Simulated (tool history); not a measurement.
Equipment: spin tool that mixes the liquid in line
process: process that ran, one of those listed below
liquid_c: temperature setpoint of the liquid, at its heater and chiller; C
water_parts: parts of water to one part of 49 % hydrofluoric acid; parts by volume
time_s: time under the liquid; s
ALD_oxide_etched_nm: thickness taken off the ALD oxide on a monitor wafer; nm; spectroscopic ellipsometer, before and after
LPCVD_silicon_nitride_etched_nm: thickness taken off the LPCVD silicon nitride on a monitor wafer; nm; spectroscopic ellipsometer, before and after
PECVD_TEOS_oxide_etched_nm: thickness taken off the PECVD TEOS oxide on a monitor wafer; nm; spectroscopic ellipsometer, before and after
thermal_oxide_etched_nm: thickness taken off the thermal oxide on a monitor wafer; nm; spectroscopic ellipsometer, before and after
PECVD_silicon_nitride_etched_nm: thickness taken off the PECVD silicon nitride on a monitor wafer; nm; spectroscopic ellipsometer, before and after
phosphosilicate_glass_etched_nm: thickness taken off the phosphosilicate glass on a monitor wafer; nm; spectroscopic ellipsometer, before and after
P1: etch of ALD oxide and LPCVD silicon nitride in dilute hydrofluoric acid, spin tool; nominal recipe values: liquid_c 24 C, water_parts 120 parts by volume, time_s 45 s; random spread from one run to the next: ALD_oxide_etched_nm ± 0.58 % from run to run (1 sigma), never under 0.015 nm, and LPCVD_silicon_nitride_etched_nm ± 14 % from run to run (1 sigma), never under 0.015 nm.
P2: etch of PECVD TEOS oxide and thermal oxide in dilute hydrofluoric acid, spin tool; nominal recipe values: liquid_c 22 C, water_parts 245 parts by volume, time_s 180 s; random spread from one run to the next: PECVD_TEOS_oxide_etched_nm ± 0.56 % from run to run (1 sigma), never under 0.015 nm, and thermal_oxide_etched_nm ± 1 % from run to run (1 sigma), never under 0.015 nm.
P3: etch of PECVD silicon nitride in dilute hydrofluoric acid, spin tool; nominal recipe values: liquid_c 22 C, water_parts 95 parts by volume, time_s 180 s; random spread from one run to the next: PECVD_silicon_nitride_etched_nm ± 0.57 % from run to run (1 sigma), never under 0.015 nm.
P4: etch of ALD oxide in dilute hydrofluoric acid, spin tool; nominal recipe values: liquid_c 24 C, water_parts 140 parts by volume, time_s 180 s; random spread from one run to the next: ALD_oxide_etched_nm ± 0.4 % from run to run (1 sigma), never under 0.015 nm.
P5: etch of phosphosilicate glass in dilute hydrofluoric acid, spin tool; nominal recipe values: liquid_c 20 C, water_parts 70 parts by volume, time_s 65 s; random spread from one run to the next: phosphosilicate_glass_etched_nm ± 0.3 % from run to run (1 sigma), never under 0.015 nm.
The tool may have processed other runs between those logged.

run,hour,process,liquid_c,water_parts,time_s,hours since the thermometer was replaced,hours since the hydrofluoric acid flow meter was replaced,ALD_oxide_etched_nm,LPCVD_silicon_nitride_etched_nm,PECVD_TEOS_oxide_etched_nm,thermal_oxide_etched_nm,PECVD_silicon_nitride_etched_nm,phosphosilicate_glass_etched_nm
1,12,P1,24,120,45,833.2,585.5,7.2448,0.19384,,,,
2,24.1,P2,17,245,180,845.3,597.6,,,5.412,2.1467,,
3,36,P3,29,95,180,857.2,609.5,,,,,11.912,
4,47.4,P4,24,140,180,868.6,620.9,12.292,,,,,
5,64.8,P1,24,190,45,886,638.3,4.2457,0.084172,,,,
6,78.3,P2,22,245,180,899.5,651.8,,,6.6178,2.5938,,
7,96.2,P1,24,120,45,917.4,669.7,7.2757,0.14896,,,,
8,115.5,P5,20,70,30,936.7,689,,,,,,26.559
9,133.3,P1,24,20,45,954.5,706.8,49.743,1.2425,,,,
10,145.4,P2,22,445,180,966.6,718.9,,,2.9965,1.2252,,
11,161.8,P1,24,120,45,983,735.3,7.2486,0.1976,,,,
12,170.7,P3,22,95,180,991.9,744.2,,,,,7.5159,
13,185.9,P1,31,120,45,1007.1,759.4,9.5027,0.27969,,,,
14,203.8,P3,22,170,180,1025,777.3,,,,,4.2552,
15,214.2,P1,24,120,45,1035.4,787.7,7.277,0.23357,,,,
16,225.4,P1,24,120,45,1046.6,798.9,7.257,0.24804,,,,
17,235.8,P5,17,70,65,1057,809.3,,,,,,50.678
18,249.3,P4,24,215,180,1070.5,822.8,7.4661,,,,,
19,266.1,P4,24,140,345,1087.3,839.6,23.859,,,,,
20,281.6,P1,18,120,45,1102.8,855.1,5.6376,0.11938,,,,
21,292.8,P1,24,55,75,1114,866.3,28.326,0.52874,,,,
22,309.7,P2,22,245,15,1130.9,883.2,,,0.56158,0.20818,,
23,321.2,P1,24,120,15,1142.4,894.7,2.419,0.071474,,,,
24,340.2,P5,20,70,65,1161.4,913.7,,,,,,57.129
25,357.9,P4,31,140,180,1179.1,931.4,15.923,,,,,
26,374.1,P4,24,140,180,1195.3,947.6,12.466,,,,,
27,391.8,P1,24,120,45,1213,965.3,7.2608,0.20802,,,,
28,409,P3,22,95,15,1230.2,982.5,,,,,0.62561,
29,421.3,P1,24,120,75,1242.5,994.8,11.885,0.2596,,,,
30,434.7,P5,20,110,65,1255.9,1008.2,,,,,,35.085
31,443.4,P1,24,120,45,1264.6,1016.9,7.2061,0.16413,,,,
32,455.8,P1,24,120,45,1277,1029.3,7.3549,0.19331,,,,
33,468.9,P1,24,120,45,1290.1,1042.4,7.5042,0.18604,,,,
34,482.1,P1,24,120,45,1303.3,1055.6,7.5594,0.24041,,,,
35,495.5,P1,24,120,45,1316.7,1069,7.6572,0.19491,,,,
36,513.8,P1,24,120,45,1335,1087.3,7.6615,0.21451,,,,
37,527.8,P1,24,120,45,1349,1101.3,7.7642,0.17668,,,,
38,546.7,P1,24,120,45,1367.9,1120.2,7.7665,0.18599,,,,
39,561,P1,24,120,45,1382.2,1134.5,7.7674,0.24146,,,,
40,570.9,P1,24,120,45,1392.1,1144.4,7.7781,0.19739,,,,
41,583.1,P1,24,120,45,1404.3,1156.6,7.7446,0.2137,,,,

Something has made what P1 gives creep away from where it was; the 2 causes below, each at its own stated size, fit the log equally well:
A: liquid hotter than its thermometer reads (K) = 1.79
B: hydrofluoric acid flow above the setpoint (%) = 6.26
Onset of the creep was near hour 443.4.

Listed below are the offered check runs, one wafer per run, with question marks in place of results. For which of them would the causes give clearly different outcomes?
check 1,595.3,P3,22,95,95,,,,,,,?,
check 2,595.3,P2,17.5,410,180,,,,,?,?,,
check 3,595.3,P4,30,140,325,,,?,,,,,
check 4,595.3,P5,17,105,65,,,,,,,,?

Check results expected under each cause:
check,result,if A,if B
check 1,PECVD_silicon_nitride_etched_nm,4.4868,4.2269
check 2,PECVD_TEOS_oxide_etched_nm,3.0774,3.1286
check 2,thermal_oxide_etched_nm,1.2391,1.2597
check 3,ALD_oxide_etched_nm,29.796,30.019
check 4,phosphosilicate_glass_etched_nm,35.002,34.74
How far apart the two closest causes lie, in the result that separates them most: check 1 5.97 %; check 2 1.65 %; check 3 0.75 %; check 4 0.75 %
Check 1 distinguishes between the causes, while the remaining checks would return nearly the same result for all of them.

Here is what check 1 returned: PECVD_silicon_nitride_etched_nm 4.4584 nm. Which cause is it?

A is the cause: liquid hotter than its thermometer reads (K).
